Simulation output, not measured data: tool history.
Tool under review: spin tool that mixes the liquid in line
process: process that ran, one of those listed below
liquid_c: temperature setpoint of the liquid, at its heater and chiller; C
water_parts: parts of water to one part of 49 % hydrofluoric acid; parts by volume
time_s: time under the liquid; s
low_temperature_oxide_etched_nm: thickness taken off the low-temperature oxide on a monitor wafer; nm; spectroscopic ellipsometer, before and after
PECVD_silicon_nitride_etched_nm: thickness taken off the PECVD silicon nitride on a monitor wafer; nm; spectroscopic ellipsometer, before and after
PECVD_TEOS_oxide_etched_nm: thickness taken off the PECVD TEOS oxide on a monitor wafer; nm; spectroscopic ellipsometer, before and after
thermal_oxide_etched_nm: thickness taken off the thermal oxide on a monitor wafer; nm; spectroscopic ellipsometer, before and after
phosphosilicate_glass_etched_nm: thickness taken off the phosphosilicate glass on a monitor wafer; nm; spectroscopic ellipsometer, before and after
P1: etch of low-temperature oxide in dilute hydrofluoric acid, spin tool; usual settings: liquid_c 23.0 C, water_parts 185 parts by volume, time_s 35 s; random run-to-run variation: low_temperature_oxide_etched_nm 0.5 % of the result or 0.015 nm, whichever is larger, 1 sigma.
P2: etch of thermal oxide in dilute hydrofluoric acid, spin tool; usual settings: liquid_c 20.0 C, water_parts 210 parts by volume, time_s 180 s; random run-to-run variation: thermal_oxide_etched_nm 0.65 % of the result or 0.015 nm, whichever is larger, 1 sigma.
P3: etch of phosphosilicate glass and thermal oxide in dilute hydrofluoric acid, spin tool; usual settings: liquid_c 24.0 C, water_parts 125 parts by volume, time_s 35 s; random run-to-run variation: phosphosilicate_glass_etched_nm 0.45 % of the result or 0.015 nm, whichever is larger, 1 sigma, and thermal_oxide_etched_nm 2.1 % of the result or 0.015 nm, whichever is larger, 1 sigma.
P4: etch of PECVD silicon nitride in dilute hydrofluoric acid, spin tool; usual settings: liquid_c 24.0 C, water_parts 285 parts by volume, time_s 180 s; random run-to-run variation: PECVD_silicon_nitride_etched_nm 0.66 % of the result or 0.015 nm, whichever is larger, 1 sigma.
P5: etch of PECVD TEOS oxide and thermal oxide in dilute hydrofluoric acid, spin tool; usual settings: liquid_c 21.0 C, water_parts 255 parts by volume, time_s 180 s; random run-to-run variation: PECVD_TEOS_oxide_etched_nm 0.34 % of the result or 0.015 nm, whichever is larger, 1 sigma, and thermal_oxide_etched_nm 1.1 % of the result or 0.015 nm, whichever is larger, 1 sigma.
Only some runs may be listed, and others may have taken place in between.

run	hour	process	liquid_c	water_parts	time_s	hours since the thermometer was replaced	hours since the hydrofluoric acid flow meter was replaced	low_temperature_oxide_etched_nm	PECVD_silicon_nitride_etched_nm	PECVD_TEOS_oxide_etched_nm	thermal_oxide_etched_nm	phosphosilicate_glass_etched_nm
1	9.8	P1	23.0	185	35	2175.3	238.4	5.8090				
2	17.7	P1	27.0	185	15	2183.2	246.3	2.9051				
3	27.5	P1	27.5	185	35	2193.0	256.1	6.9721				
4	37.6	P4	31.5	285	180	2203.1	266.2		5.4322			
5	49.5	P1	27.5	185	20	2215.0	278.1	3.9237				
6	60.6	P1	23.0	65	15	2226.1	289.2	8.1743				
7	69.9	P5	21.0	255	295	2235.4	298.5			20.819	4.07790	
8	77.7	P2	20.0	210	180	2243.2	306.3				3.13280	
9	90.2	P5	21.0	255	180	2255.7	318.8			12.689	2.49100	
10	96.5	P1	23.0	285	35	2262.0	325.1	3.4264				
11	105.0	P4	24.0	285	50	2270.5	333.6		0.9962			
12	110.9	P4	24.0	285	180	2276.4	339.5		3.5100			
13	120.5	P1	23.0	185	55	2286.0	349.1	9.0925				
14	126.2	P5	21.0	255	180	2291.7	354.8			12.720	2.45880	
15	133.3	P2	20.0	210	180	2298.8	361.9				3.17540	
16	142.7	P2	28.0	210	180	2308.2	371.3				4.17990	
# hour 147.8: hydrofluoric acid flow meter replaced
17	150.9	P1	23.0	185	35	2316.4	3.2	5.7990				
18	161.0	P2	20.0	210	30	2326.5	13.3				0.48501	
19	170.3	P3	24.0	220	35	2335.8	22.6				0.67065	22.861
20	175.8	P4	24.0	515	180	2341.3	28.1		1.9938			
21	187.9	P1	23.0	185	35	2353.4	40.2	5.8006				
22	197.4	P1	18.5	185	35	2362.9	49.7	4.9126				
23	203.1	P1	23.0	60	35	2368.6	55.4	20.8630				
24	210.6	P1	23.0	185	15	2376.1	62.9	2.5025				
25	221.0	P3	24.0	125	55	2386.5	73.3				2.08430	70.675
26	231.8	P2	20.0	355	180	2397.3	84.1				1.61240	
27	241.2	P5	21.0	55	180	2406.7	93.5			72.543	14.11100	
28	248.1	P5	28.0	255	180	2413.6	100.4			16.142	3.09170	
29	258.3	P3	19.5	125	35	2423.8	110.6				1.06900	37.588
30	264.9	P1	23.0	185	35	2430.4	117.2	5.8402				
31	270.8	P1	23.0	185	35	2436.3	123.1	5.8916				
32	281.0	P3	24.0	125	35	2446.5	133.3				1.32180	45.213
33	290.9	P1	23.0	185	35	2456.4	143.2	5.7925				
34	303.2	P1	23.0	185	35	2468.7	155.5	5.9969				
35	311.6	P1	23.0	185	35	2477.1	163.9	6.1046				
36	319.6	P1	23.0	185	35	2485.1	171.9	6.1043				
37	329.4	P1	23.0	185	35	2494.9	181.7	6.0608				
38	337.4	P1	23.0	185	35	2502.9	189.7	6.1551				
39	343.6	P1	23.0	185	35	2509.1	195.9	6.2178				
40	354.7	P1	23.0	185	35	2520.2	207.0	6.1821				
41	361.9	P1	23.0	185	35	2527.4	214.2	6.1959				
42	367.5	P1	23.0	185	35	2533.0	219.8	6.2036				

Compared with where it was, what P1 gives has crept away. Each cause listed below fits the log as well as the rest, at the size given for it:
A: hydrofluoric acid flow above the setpoint (%) = 5.23
B: liquid hotter than its thermometer reads (K) = 1.63
The creep began at about hour 290.9.

4 check runs are offered, each on 3 wafers whose results are averaged, their results left as question marks. Which one tells the causes apart?
check 1	373.1	P2	20.0	310	90						?	
check 2	373.1	P5	21.0	160	290					?	?	
check 3	373.1	P4	24.0	510	180				?			
check 4	373.1	P3	21.0	185	35						?	?

What each check would give under each cause:
check	result	if A	if B
check 1	thermal_oxide_etched_nm	1.03040	1.02410
check 2	PECVD_TEOS_oxide_etched_nm	37.976	38.125
check 2	thermal_oxide_etched_nm	7.37870	7.40760
check 3	PECVD_silicon_nitride_etched_nm	2.0719	2.1612
check 4	thermal_oxide_etched_nm	0.79638	0.79790
check 4	phosphosilicate_glass_etched_nm	27.020	27.072
Distance between the nearest two causes, measured in the result of the check that separates them most: check 1 0.61 %; check 2 0.39 %; check 3 4.22 %; check 4 0.19 %
Only in check 3 would the causes give clearly different results; in the remaining checks their results would be nearly the same.

Here is what check 3 returned: PECVD_silicon_nitride_etched_nm 2.1692 nm. Which cause is it?

Of the candidate causes, it is B: liquid hotter than its thermometer reads (K).
